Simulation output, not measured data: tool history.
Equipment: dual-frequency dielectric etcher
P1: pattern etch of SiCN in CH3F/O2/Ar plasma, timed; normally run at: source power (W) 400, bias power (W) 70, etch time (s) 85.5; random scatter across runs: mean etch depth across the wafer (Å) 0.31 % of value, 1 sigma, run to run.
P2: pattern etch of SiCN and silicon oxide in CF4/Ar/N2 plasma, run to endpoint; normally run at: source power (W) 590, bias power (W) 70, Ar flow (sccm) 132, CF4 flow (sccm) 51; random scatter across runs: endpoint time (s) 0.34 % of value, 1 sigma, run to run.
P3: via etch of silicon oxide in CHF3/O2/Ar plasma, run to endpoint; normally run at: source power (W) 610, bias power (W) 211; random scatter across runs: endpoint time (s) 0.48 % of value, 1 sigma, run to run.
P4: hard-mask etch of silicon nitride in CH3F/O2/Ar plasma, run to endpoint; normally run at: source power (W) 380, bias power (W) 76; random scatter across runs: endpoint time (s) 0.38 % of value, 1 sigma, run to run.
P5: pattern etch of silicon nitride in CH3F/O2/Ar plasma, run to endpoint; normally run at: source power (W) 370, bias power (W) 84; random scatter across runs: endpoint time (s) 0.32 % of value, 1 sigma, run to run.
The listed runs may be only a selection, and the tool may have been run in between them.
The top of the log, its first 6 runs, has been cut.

run	day	process that ran	source power (W)	bias power (W)	etch time (s)	Ar flow (sccm)	CF4 flow (sccm)	mean etch depth across the wafer (Å)	endpoint time (s)
7	2.429	P4	380	94					47.027
8	2.858	P2	590	91		132	51		12.829
9	3.088	P1	400	70	85.5			316.28	
10	3.454	P2	590	70		132	51		14.236
11	3.712	P4	380	76					50.831
12	3.971	P3	760	211					268.350
13	4.292	P2	590	70		160	51		14.678
14	4.512	P5	370	116					26.066
# day 4.775: bias power generator calibrated
15	4.804	P2	590	70		132	51		14.240
16	5.154	P1	400	70	85.5			316.51	
17	5.438	P1	280	70	85.5			276.07	
18	5.800	P1	400	89	65.5			265.45	
19	6.017	P5	370	84					29.335
20	6.496	P5	300	84					31.781
21	6.875	P1	400	70	85.5			316.76	
22	7.350	P2	590	70		132	67		13.576
23	7.583	P2	710	70		132	51		12.084
24	8.000	P1	400	70	127.0			467.97	
25	8.292	P1	310	58	85.5			269.96	

The next listed run, before its measurement:
26	8.721	P1	400	95	85.5			?	

mean etch depth across the wafer (Å): 352.75

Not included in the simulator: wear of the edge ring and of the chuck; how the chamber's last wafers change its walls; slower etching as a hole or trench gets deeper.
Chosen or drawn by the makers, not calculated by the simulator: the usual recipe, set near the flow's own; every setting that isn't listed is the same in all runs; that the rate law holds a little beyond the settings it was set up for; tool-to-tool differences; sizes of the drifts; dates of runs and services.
